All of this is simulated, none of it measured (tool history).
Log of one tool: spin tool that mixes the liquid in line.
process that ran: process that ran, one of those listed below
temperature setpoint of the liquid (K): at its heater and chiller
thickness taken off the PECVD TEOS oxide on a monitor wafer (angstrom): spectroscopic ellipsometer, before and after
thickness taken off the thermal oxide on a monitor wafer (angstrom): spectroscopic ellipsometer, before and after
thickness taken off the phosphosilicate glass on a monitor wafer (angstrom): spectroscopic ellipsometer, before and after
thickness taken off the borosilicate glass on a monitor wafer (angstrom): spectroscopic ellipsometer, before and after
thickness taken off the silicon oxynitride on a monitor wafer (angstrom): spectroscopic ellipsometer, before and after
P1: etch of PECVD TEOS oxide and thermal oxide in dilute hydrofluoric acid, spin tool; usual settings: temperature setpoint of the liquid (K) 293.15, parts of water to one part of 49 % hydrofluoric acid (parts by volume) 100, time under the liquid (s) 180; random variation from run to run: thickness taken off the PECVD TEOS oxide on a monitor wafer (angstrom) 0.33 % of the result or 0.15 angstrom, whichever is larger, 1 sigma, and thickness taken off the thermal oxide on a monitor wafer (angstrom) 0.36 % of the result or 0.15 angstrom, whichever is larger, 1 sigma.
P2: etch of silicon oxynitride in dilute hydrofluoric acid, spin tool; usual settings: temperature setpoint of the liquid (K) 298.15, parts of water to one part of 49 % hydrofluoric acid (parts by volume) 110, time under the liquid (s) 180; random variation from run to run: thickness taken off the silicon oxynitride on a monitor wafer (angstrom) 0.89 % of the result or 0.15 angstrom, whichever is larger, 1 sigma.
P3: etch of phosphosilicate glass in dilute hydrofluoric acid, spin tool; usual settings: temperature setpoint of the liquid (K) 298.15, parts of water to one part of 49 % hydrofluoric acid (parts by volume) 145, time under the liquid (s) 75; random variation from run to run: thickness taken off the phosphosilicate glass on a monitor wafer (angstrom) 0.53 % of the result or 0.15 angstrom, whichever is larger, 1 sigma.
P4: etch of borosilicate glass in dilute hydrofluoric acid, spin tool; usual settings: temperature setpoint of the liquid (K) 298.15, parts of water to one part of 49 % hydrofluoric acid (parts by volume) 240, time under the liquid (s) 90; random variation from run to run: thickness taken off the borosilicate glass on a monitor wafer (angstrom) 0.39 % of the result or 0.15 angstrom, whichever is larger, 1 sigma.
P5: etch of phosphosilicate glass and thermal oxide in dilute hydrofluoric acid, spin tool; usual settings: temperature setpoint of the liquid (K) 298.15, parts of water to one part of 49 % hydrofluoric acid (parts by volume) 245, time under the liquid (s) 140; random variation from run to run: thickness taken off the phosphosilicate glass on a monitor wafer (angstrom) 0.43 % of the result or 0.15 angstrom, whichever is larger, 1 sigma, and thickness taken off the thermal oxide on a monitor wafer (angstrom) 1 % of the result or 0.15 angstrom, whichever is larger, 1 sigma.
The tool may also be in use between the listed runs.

run   hour  process that ran  temperature setpoint of the liquid (K)  parts of water to one part of 49 % hydrofluoric acid (parts by volume)  time under the liquid (s)  hours since the thermometer was replaced  hours since the hydrofluoric acid flow meter was replaced  thickness taken off the PECVD TEOS oxide on a monitor wafer (angstrom)  thickness taken off the thermal oxide on a monitor wafer (angstrom)  thickness taken off the phosphosilicate glass on a monitor wafer (angstrom)  thickness taken off the borosilicate glass on a monitor wafer (angstrom)  thickness taken off the silicon oxynitride on a monitor wafer (angstrom)
  1    6.4                P1                                  293.15                                                                     100                        180                                     120.7                                                      889.2                                                                 183.260                                                              73.0220
  2   12.5                P1                                  293.15                                                                     100                        180                                     126.8                                                      895.3                                                                 183.690                                                              72.6930
  3   18.3                P3                                  298.15                                                                     145                         75                                     132.6                                                      901.1                                                                                                                                                                                                                   358.940
  4   25.2                P3                                  298.15                                                                     210                         75                                     139.5                                                      908.0                                                                                                                                                                                                                   231.930
  5   29.3                P1                                  293.15                                                                     100                        180                                     143.6                                                      912.1                                                                 183.900                                                              73.2010
  6   35.8                P1                                  293.15                                                                     100                        180                                     150.1                                                      918.6                                                                 182.260                                                              72.8980
  7   41.7                P4                                  292.15                                                                     240                         90                                     156.0                                                      924.5                                                                                                                                                                                                                                                                                              78.141
  8   48.0                P5                                  305.65                                                                     245                        140                                     162.3                                                      930.8                                                                                                                                      30.1310                                                                      396.060
  9   55.4                P5                                  298.15                                                                     245                         40                                     169.7                                                      938.2                                                                                                                                       6.8229                                                                       88.605
 10   62.5                P1                                  290.15                                                                     100                        180                                     176.8                                                      945.3                                                                 161.370                                                              64.4910
 11   67.1                P1                                  293.15                                                                     100                         80                                     181.4                                                      949.9                                                                  81.682                                                              32.3670
 12   75.1                P1                                  293.15                                                                      55                        335                                     189.4                                                      957.9                                                                 650.790                                                             261.5100
 13   80.1                P5                                  298.15                                                                     245                        140                                     194.4                                                      962.9                                                                                                                                      22.8320                                                                      309.410
 14   86.5                P1                                  293.15                                                                      25                         20                                     200.8                                                      969.3                                                                  88.505                                                              35.8140
      93.4  -- thermometer replaced
 15   93.6                P2                                  305.15                                                                     110                        180                                       0.3                                                      976.4                                                                                                                                                                                                                                                                                                                                                                        34.718
 16   97.6                P3                                  298.15                                                                     145                         35                                       4.3                                                      980.4                                                                                                                                                                                                                   169.090
 17  104.6                P2                                  298.15                                                                      20                        180                                      11.3                                                      987.4                                                                                                                                                                                                                                                                                                                                                                       149.330
 18  110.5                P5                                  298.15                                                                      80                        140                                      17.2                                                      993.3                                                                                                                                      83.6850                                                                     1143.200
 19  118.5                P1                                  293.15                                                                      45                         25                                      25.2                                                     1001.3                                                                  60.080                                                              24.2380
 20  124.5                P3                                  298.15                                                                     145                         75                                      31.2                                                     1007.3                                                                                                                                                                                                                   361.510
 21  128.6                P2                                  298.15                                                                     110                        180                                      35.3                                                     1011.4                                                                                                                                                                                                                                                                                                                                                                        25.567
 22  136.1                P1                                  293.15                                                                      45                        180                                      42.8                                                     1018.9                                                                 433.800                                                             173.6900
 23  140.4                P4                                  298.15                                                                     240                         90                                      47.1                                                     1023.2                                                                                                                                                                                                                                                                                              97.394
 24  145.5                P2                                  298.15                                                                     110                         15                                      52.2                                                     1028.3                                                                                                                                                                                                                                                                                                                                                                         2.051
 25  149.6                P4                                  298.15                                                                     385                         90                                      56.3                                                     1032.4                                                                                                                                                                                                                                                                                              52.886
 26  156.0                P1                                  299.65                                                                     100                        180                                      62.7                                                     1038.8                                                                 237.500                                                              95.1890
 27  160.6                P1                                  293.15                                                                     100                        180                                      67.3                                                     1043.4                                                                 183.520                                                              73.3610
 28  165.2                P1                                  293.15                                                                     100                        340                                      71.9                                                     1048.0                                                                 345.400                                                             138.5600
 29  171.2                P1                                  293.15                                                                     175                        180                                      77.9                                                     1054.0                                                                  96.811                                                              38.6200
 30  175.7                P4                                  298.15                                                                     240                         90                                      82.4                                                     1058.5                                                                                                                                                                                                                                                                                              97.541
 31  181.4                P1                                  293.15                                                                     100                        180                                      88.1                                                     1064.2                                                                 181.970                                                              73.0970
 32  185.3                P4                                  298.15                                                                     240                        180                                      92.0                                                     1068.1                                                                                                                                                                                                                                                                                             195.940
 33  191.0                P3                                  291.15                                                                     145                         75                                      97.7                                                     1073.8                                                                                                                                                                                                                   272.950
 34  197.1                P1                                  293.15                                                                     100                        180                                     103.8                                                     1079.9                                                                 182.770                                                              73.0100
 35  204.1                P1                                  293.15                                                                     100                        180                                     110.8                                                     1086.9                                                                 189.170                                                              75.7000
 36  210.3                P1                                  293.15                                                                     100                        180                                     117.0                                                     1093.1                                                                 190.740                                                              76.8570
 37  217.4                P1                                  293.15                                                                     100                        180                                     124.1                                                     1100.2                                                                 194.150                                                              77.4990
 38  223.9                P1                                  293.15                                                                     100                        180                                     130.6                                                     1106.7                                                                 196.300                                                              77.6130
 39  230.7                P1                                  293.15                                                                     100                        180                                     137.4                                                     1113.5                                                                 197.550                                                              78.1940
 40  234.2                P1                                  293.15                                                                     100                        180                                     140.9                                                     1117.0                                                                 196.170                                                              77.8790
 41  239.3                P1                                  293.15                                                                     100                        180                                     146.0                                                     1122.1                                                                 196.780                                                              78.6630
 42  244.0                P1                                  293.15                                                                     100                        180                                     150.7                                                     1126.8                                                                 197.180                                                              78.6780
 43  250.6                P1                                  293.15                                                                     100                        180                                     157.3                                                     1133.4                                                                 196.840                                                              79.2100
 44  254.8                P1                                  293.15                                                                     100                        180                                     161.5                                                     1137.6                                                                 197.910                                                              78.7440

What P1 gives has crept away from where it was. These 2 causes fit the log equally well, each at the size given:
A: liquid hotter than its thermometer reads (K) = 1.89
B: hydrofluoric acid flow above the setpoint (%) = 7.15
The creep began at about hour 197.1.

4 check runs are offered, each on 2 wafers whose results are averaged, their results left as question marks. Which one tells the causes apart?
check 1  259.0                P4                                  298.15                                                                     375                         90                                                                                                                                                                                                                                                                                                                                                                                                        ?
check 2  259.0                P3                                  292.15                                                                     145                         75                                                                                                                                                                                                                                                                                                                              ?
check 3  259.0                P5                                  304.65                                                                      80                        140                                                                                                                                                                                                                                                 ?                                                                            ?
check 4  259.0                P2                                  301.15                                                                     110                         15                                                                                                                                                                                                                                                                                                                                                                                                                                                                                  ?

What each check would give under each cause:
  check                                                                       result      if A      if B
check 1     thickness taken off the borosilicate glass on a monitor wafer (angstrom)    58.275    60.127
check 2  thickness taken off the phosphosilicate glass on a monitor wafer (angstrom)   307.190   308.290
check 3          thickness taken off the thermal oxide on a monitor wafer (angstrom)  117.1000  117.8800
check 3  thickness taken off the phosphosilicate glass on a monitor wafer (angstrom)  1579.600  1590.100
check 4     thickness taken off the silicon oxynitride on a monitor wafer (angstrom)    2.6477    2.6243
How far apart the two closest causes lie, in the result that separates them most: check 1 3.13 %; check 2 0.36 %; check 3 0.66 %; check 4 0.89 %
Only check 1 tells the causes apart: in the others they would give nearly the same result.

Then check 1 was run and gave: thickness taken off the borosilicate glass on a monitor wafer (angstrom) 60.461. Which cause is it?

It is B: hydrofluoric acid flow above the setpoint (%).

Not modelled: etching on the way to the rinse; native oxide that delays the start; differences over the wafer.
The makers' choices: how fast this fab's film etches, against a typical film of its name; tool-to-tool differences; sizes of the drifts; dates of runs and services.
